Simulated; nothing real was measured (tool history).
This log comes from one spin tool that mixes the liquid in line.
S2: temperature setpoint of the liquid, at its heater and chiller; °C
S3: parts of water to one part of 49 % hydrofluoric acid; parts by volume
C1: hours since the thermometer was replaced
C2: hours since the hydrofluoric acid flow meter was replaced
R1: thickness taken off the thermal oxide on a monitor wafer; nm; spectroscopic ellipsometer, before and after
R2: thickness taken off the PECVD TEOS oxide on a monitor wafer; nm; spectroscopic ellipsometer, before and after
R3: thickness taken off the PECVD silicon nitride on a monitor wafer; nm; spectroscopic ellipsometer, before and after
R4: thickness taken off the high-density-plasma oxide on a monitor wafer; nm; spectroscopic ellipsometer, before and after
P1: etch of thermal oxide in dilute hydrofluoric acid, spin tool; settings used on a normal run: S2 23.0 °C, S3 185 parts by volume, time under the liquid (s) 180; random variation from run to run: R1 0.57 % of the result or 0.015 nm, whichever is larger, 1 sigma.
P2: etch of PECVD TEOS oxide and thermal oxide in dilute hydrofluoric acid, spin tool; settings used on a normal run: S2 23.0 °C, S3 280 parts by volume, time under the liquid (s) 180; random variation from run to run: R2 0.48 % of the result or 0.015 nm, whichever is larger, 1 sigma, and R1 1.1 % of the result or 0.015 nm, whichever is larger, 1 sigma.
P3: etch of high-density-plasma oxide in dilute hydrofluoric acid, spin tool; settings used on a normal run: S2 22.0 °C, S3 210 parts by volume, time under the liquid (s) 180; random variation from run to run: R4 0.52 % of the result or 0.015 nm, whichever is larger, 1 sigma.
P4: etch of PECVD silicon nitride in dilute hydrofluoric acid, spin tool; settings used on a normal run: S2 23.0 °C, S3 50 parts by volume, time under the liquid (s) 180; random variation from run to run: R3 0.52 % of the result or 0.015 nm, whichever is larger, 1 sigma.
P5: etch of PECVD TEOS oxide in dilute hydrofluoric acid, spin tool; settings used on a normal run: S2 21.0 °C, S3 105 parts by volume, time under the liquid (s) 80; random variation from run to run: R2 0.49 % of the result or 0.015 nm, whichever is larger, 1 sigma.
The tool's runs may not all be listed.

run 1 day=0.196 | process_that_ran=P1 S2=23.0 S3=185 time_under_the_liquid_(s)=180 | C1=428.4 C2=1097.3 | R1=3.8494
run 2 day=0.354 | process_that_ran=P1 S2=23.0 S3=280 time_under_the_liquid_(s)=180 | C1=432.2 C2=1101.1 | R1=2.3233
run 3 day=0.562 | process_that_ran=P5 S2=21.0 S3=105 time_under_the_liquid_(s)=15 | C1=437.2 C2=1106.1 | R2=1.9360
run 4 day=0.733 | process_that_ran=P1 S2=23.0 S3=185 time_under_the_liquid_(s)=180 | C1=441.3 C2=1110.2 | R1=3.8866
run 5 day=0.933 | process_that_ran=P2 S2=23.0 S3=280 time_under_the_liquid_(s)=80 | C1=446.1 C2=1115.0 | R1=1.0707 R2=5.3578
run 6 day=1.192 | process_that_ran=P1 S2=17.5 S3=185 time_under_the_liquid_(s)=180 | C1=452.3 C2=1121.2 | R1=3.0881
run 7 day=1.417 | process_that_ran=P1 S2=23.0 S3=185 time_under_the_liquid_(s)=180 | C1=457.7 C2=1126.6 | R1=3.8819
run 8 day=1.592 | process_that_ran=P2 S2=23.0 S3=280 time_under_the_liquid_(s)=180 | C1=461.9 C2=1130.8 | R1=2.3725 R2=12.0750
run 9 day=1.779 | process_that_ran=P4 S2=23.0 S3=80 time_under_the_liquid_(s)=180 | C1=466.4 C2=1135.3 | R3=10.351
run 10 day=1.942 | process_that_ran=P3 S2=22.0 S3=40 time_under_the_liquid_(s)=180 | C1=470.3 C2=1139.2 | R4=42.1570
run 11 day=2.067 | process_that_ran=P5 S2=21.0 S3=105 time_under_the_liquid_(s)=80 | C1=473.3 C2=1142.2 | R2=10.3350
run 12 day=2.288 | process_that_ran=P1 S2=23.0 S3=185 time_under_the_liquid_(s)=180 | C1=478.6 C2=1147.5 | R1=3.8391
run 13 day=2.479 | process_that_ran=P4 S2=23.0 S3=50 time_under_the_liquid_(s)=180 | C1=483.2 C2=1152.1 | R3=16.377
run 14 day=2.662 | process_that_ran=P3 S2=22.0 S3=210 time_under_the_liquid_(s)=180 | C1=487.6 C2=1156.5 | R4=6.6069
run 15 day=2.812 | process_that_ran=P5 S2=21.0 S3=170 time_under_the_liquid_(s)=80 | C1=491.2 C2=1160.1 | R2=5.9277
run 16 day=3.021 | process_that_ran=P1 S2=23.0 S3=185 time_under_the_liquid_(s)=180 | C1=496.2 C2=1165.1 | R1=3.8592
run 17 day=3.221 | process_that_ran=P5 S2=26.5 S3=105 time_under_the_liquid_(s)=80 | C1=501.0 C2=1169.9 | R2=12.6690
run 18 day=3.450 | process_that_ran=P3 S2=22.0 S3=210 time_under_the_liquid_(s)=75 | C1=506.5 C2=1175.4 | R4=2.7046
run 19 day=3.704 | process_that_ran=P1 S2=31.0 S3=185 time_under_the_liquid_(s)=180 | C1=512.6 C2=1181.5 | R1=5.1655
run 20 day=3.946 | process_that_ran=P1 S2=23.0 S3=185 time_under_the_liquid_(s)=70 | C1=518.4 C2=1187.3 | R1=1.4855
run 21 day=4.192 | process_that_ran=P1 S2=23.0 S3=55 time_under_the_liquid_(s)=180 | C1=524.3 C2=1193.2 | R1=15.0910
run 22 day=4.312 | process_that_ran=P4 S2=23.0 S3=50 time_under_the_liquid_(s)=320 | C1=527.2 C2=1196.1 | R3=29.284
run 23 day=4.529 | process_that_ran=P3 S2=22.0 S3=210 time_under_the_liquid_(s)=180 | C1=532.4 C2=1201.3 | R4=6.6357
run 24 day=4.796 | process_that_ran=P1 S2=17.0 S3=125 time_under_the_liquid_(s)=180 | C1=538.8 C2=1207.7 | R1=4.7213
run 25 day=5.017 | process_that_ran=P2 S2=23.0 S3=280 time_under_the_liquid_(s)=180 | C1=544.1 C2=1213.0 | R1=2.4383 R2=12.1750
run 26 day=5.271 | process_that_ran=P2 S2=23.0 S3=435 time_under_the_liquid_(s)=180 | C1=550.2 C2=1219.1 | R1=1.3569 R2=6.7957
run 27 day=5.442 | process_that_ran=P4 S2=23.0 S3=50 time_under_the_liquid_(s)=180 | C1=554.3 C2=1223.2 | R3=16.326
run 28 day=5.567 | process_that_ran=P3 S2=28.5 S3=210 time_under_the_liquid_(s)=180 | C1=557.3 C2=1226.2 | R4=8.3761
run 29 day=5.767 | process_that_ran=P1 S2=23.0 S3=185 time_under_the_liquid_(s)=180 | C1=562.1 C2=1231.0 | R1=3.9002
run 30 day=5.892 | process_that_ran=P1 S2=23.0 S3=185 time_under_the_liquid_(s)=280 | C1=565.1 C2=1234.0 | R1=5.9528
run 31 day=6.067 | process_that_ran=P2 S2=29.0 S3=280 time_under_the_liquid_(s)=180 | C1=569.3 C2=1238.2 | R1=2.9071 R2=14.9030
run 32 day=6.296 | process_that_ran=P4 S2=19.5 S3=50 time_under_the_liquid_(s)=180 | C1=574.8 C2=1243.7 | R3=13.029
run 33 day=6.538 | process_that_ran=P1 S2=23.0 S3=185 time_under_the_liquid_(s)=180 | C1=580.6 C2=1249.5 | R1=3.8917
run 34 day=6.717 | process_that_ran=P1 S2=23.0 S3=185 time_under_the_liquid_(s)=180 | C1=584.9 C2=1253.8 | R1=3.7538
run 35 day=6.892 | process_that_ran=P1 S2=23.0 S3=185 time_under_the_liquid_(s)=180 | C1=589.1 C2=1258.0 | R1=3.6424
run 36 day=7.167 | process_that_ran=P1 S2=23.0 S3=185 time_under_the_liquid_(s)=180 | C1=595.7 C2=1264.6 | R1=3.6087
run 37 day=7.408 | process_that_ran=P1 S2=23.0 S3=185 time_under_the_liquid_(s)=180 | C1=601.5 C2=1270.4 | R1=3.6140
run 38 day=7.662 | process_that_ran=P1 S2=23.0 S3=185 time_under_the_liquid_(s)=180 | C1=607.6 C2=1276.5 | R1=3.5982
run 39 day=7.838 | process_that_ran=P1 S2=23.0 S3=185 time_under_the_liquid_(s)=180 | C1=611.8 C2=1280.7 | R1=3.5491

The output of P1 has drifted from where it used to be. Each of the 2 causes below, taken at the size shown beside it, accounts for the log equally well:
A: liquid colder than its thermometer reads (K) = 1.96
B: hydrofluoric acid flow below the setpoint (%) = 6.01
The creep began at about day 6.538.

Below are 4 check runs, each on a single wafer, with their results shown as question marks. Which of them would tell the listed causes apart, meaning the causes would give clearly different results under it?
run check 1 day=8.012 | process_that_ran=P4 S2=23.0 S3=50 time_under_the_liquid_(s)=180 | R3=?
run check 2 day=8.012 | process_that_ran=P3 S2=22.0 S3=210 time_under_the_liquid_(s)=180 | R4=?
run check 3 day=8.012 | process_that_ran=P5 S2=21.0 S3=105 time_under_the_liquid_(s)=80 | R2=?
run check 4 day=8.012 | process_that_ran=P2 S2=23.0 S3=280 time_under_the_liquid_(s)=180 | R1=? R2=?

What each check would give under each cause:
check=check_1 result=R3 if_A=14.275 if_B=15.364
check=check_2 result=R4 if_A=6.1443 if_B=6.1373
check=check_3 result=R2 if_A=9.5017 if_B=9.6040
check=check_4 result=R1 if_A=2.2449 if_B=2.2257
check=check_4 result=R2 if_A=11.2750 if_B=11.1780
How far apart the two closest causes lie, in the result that separates them most: check 1 7.35 %; check 2 0.11 %; check 3 1.07 %; check 4 0.86 %
The causes can be told apart only by check 1. The other checks would give nearly the same results under each of them.

Check 1 was carried out, with these results: R3 15.492 nm. Which of the listed causes is responsible?

It is B: hydrofluoric acid flow below the setpoint (%).
